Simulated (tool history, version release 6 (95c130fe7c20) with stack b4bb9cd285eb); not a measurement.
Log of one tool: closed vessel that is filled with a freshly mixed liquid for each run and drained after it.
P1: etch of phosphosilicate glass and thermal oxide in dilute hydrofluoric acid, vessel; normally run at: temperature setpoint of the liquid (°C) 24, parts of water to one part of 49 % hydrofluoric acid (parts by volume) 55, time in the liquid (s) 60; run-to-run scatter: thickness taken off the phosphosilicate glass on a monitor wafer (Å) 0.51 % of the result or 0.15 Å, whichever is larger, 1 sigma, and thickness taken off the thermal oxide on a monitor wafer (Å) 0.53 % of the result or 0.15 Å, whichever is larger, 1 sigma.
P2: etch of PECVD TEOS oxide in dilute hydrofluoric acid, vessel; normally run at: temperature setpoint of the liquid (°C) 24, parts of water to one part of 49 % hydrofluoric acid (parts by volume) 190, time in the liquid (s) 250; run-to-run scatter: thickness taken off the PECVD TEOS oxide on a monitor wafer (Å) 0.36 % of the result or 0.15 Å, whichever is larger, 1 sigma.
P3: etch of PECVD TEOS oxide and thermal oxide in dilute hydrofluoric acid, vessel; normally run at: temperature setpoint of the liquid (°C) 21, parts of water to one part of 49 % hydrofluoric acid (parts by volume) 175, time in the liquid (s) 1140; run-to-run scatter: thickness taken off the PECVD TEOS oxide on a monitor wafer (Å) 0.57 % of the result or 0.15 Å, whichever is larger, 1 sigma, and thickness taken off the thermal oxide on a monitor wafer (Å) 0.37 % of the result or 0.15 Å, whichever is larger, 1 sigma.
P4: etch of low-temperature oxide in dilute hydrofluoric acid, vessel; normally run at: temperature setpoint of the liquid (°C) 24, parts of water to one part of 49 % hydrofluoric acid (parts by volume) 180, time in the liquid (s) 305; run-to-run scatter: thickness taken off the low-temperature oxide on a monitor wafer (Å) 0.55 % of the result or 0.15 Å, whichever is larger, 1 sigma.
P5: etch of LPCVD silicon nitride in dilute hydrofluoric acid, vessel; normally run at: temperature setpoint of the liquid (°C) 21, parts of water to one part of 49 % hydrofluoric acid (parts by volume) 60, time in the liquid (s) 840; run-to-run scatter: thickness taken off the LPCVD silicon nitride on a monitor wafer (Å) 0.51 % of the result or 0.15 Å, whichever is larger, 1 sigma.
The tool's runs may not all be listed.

| run | day | process that ran | temperature setpoint of the liquid (°C) | parts of water to one part of 49 % hydrofluoric acid (parts by volume) | time in the liquid (s) | hours since the thermometer was replaced | hours since the hydrofluoric acid flow meter was replaced | thickness taken off the phosphosilicate glass on a monitor wafer (Å) | thickness taken off the thermal oxide on a monitor wafer (Å) | thickness taken off the low-temperature oxide on a monitor wafer (Å) | thickness taken off the PECVD TEOS oxide on a monitor wafer (Å) | thickness taken off the LPCVD silicon nitride on a monitor wafer (Å) |
|---|---|---|---|---|---|---|---|---|---|---|---|---|
| 1 | 0.312 | P1 | 24 | 55 | 60 | 1391.2 | 216.5 | 1685.1 | 53.903 |  |  |  |
| 2 | 0.608 | P1 | 24 | 25 | 60 | 1398.3 | 223.6 | 3866.4 | 123.19 |  |  |  |
| 3 | 0.996 | P1 | 24 | 55 | 60 | 1407.6 | 232.9 | 1688.9 | 54.077 |  |  |  |
| 4 | 1.321 | P1 | 24 | 55 | 120 | 1415.4 | 240.7 | 3366.2 | 108.31 |  |  |  |
| 5 | 1.662 | P1 | 29.5 | 55 | 60 | 1423.6 | 248.9 | 2088.9 | 66.733 |  |  |  |
| 6 | 2.029 | P4 | 24 | 180 | 35 | 1432.4 | 257.7 |  |  | 27.335 |  |  |
| 7 | 2.338 | P1 | 24 | 20 | 90 | 1439.8 | 265.1 | 7302.7 | 231.74 |  |  |  |
| 8 | 2.708 | P4 | 24 | 180 | 305 | 1448.7 | 274 |  |  | 238.95 |  |  |
| 9 | 3.046 | P1 | 24 | 20 | 35 | 1456.8 | 282.1 | 2819.6 | 90.428 |  |  |  |
| 10 | 3.4 | P3 | 21 | 175 | 360 | 1465.3 | 290.6 |  | 80.117 |  | 137.07 |  |
| 11 | 3.888 | P2 | 24 | 190 | 35 | 1477 | 302.3 |  |  |  | 29.24 |  |
| 12 | 4.388 | P5 | 21 | 60 | 840 | 1489 | 314.3 |  |  |  |  | 56.662 |
| 13 | 4.862 | P3 | 17 | 175 | 1140 | 1500.4 | 325.7 |  | 215.8 |  | 367.86 |  |
|  | 5.354 | hydrofluoric acid flow meter replaced |
| 14 | 5.392 | P5 | 21 | 60 | 255 | 1513.1 | 1 |  |  |  |  | 17.21 |
| 15 | 5.638 | P2 | 24 | 115 | 250 | 1519 | 6.9 |  |  |  | 378.13 |  |
| 16 | 5.975 | P1 | 24 | 55 | 60 | 1527.1 | 15 | 1683.2 | 53.159 |  |  |  |
| 17 | 6.471 | P4 | 18.5 | 180 | 305 | 1539 | 26.9 |  |  | 192.04 |  |  |
| 18 | 6.771 | P1 | 24 | 55 | 60 | 1546.2 | 34.1 | 1681.2 | 53.641 |  |  |  |
| 19 | 7.271 | P1 | 24 | 90 | 30 | 1558.2 | 46.1 | 493.64 | 15.827 |  |  |  |
| 20 | 7.738 | P1 | 24 | 55 | 60 | 1569.4 | 57.3 | 1683 | 54.346 |  |  |  |
| 21 | 8.254 | P1 | 24 | 100 | 60 | 1581.8 | 69.7 | 865.75 | 27.89 |  |  |  |
| 22 | 8.496 | P2 | 17 | 190 | 250 | 1587.6 | 75.5 |  |  |  | 159.32 |  |
| 23 | 9.029 | P3 | 21 | 30 | 1140 | 1600.4 | 88.3 |  | 1737.6 |  | 2958.8 |  |
| 24 | 9.558 | P2 | 24 | 190 | 250 | 1613.1 | 101 |  |  |  | 211.11 |  |
| 25 | 9.917 | P1 | 24 | 55 | 30 | 1621.7 | 109.6 | 845.6 | 27 |  |  |  |
| 26 | 10.167 | P5 | 27.5 | 60 | 840 | 1627.7 | 115.6 |  |  |  |  | 87.926 |
| 27 | 10.446 | P5 | 21 | 100 | 840 | 1634.4 | 122.3 |  |  |  |  | 34.253 |
| 28 | 10.925 | P3 | 21 | 175 | 1140 | 1645.9 | 133.8 |  | 251.47 |  | 427.14 |  |
| 29 | 11.242 | P4 | 24 | 35 | 305 | 1653.5 | 141.4 |  |  | 1453.9 |  |  |

Forecast run 30:
| 30 | 11.771 | P1 | 19 | 55 | 60 | 1666.2 | 154.1 | ? | ? |  |  |  |

Run 30 gave thickness taken off the phosphosilicate glass on a monitor wafer (Å) 1360.3, thickness taken off the thermal oxide on a monitor wafer (Å) 44.097.
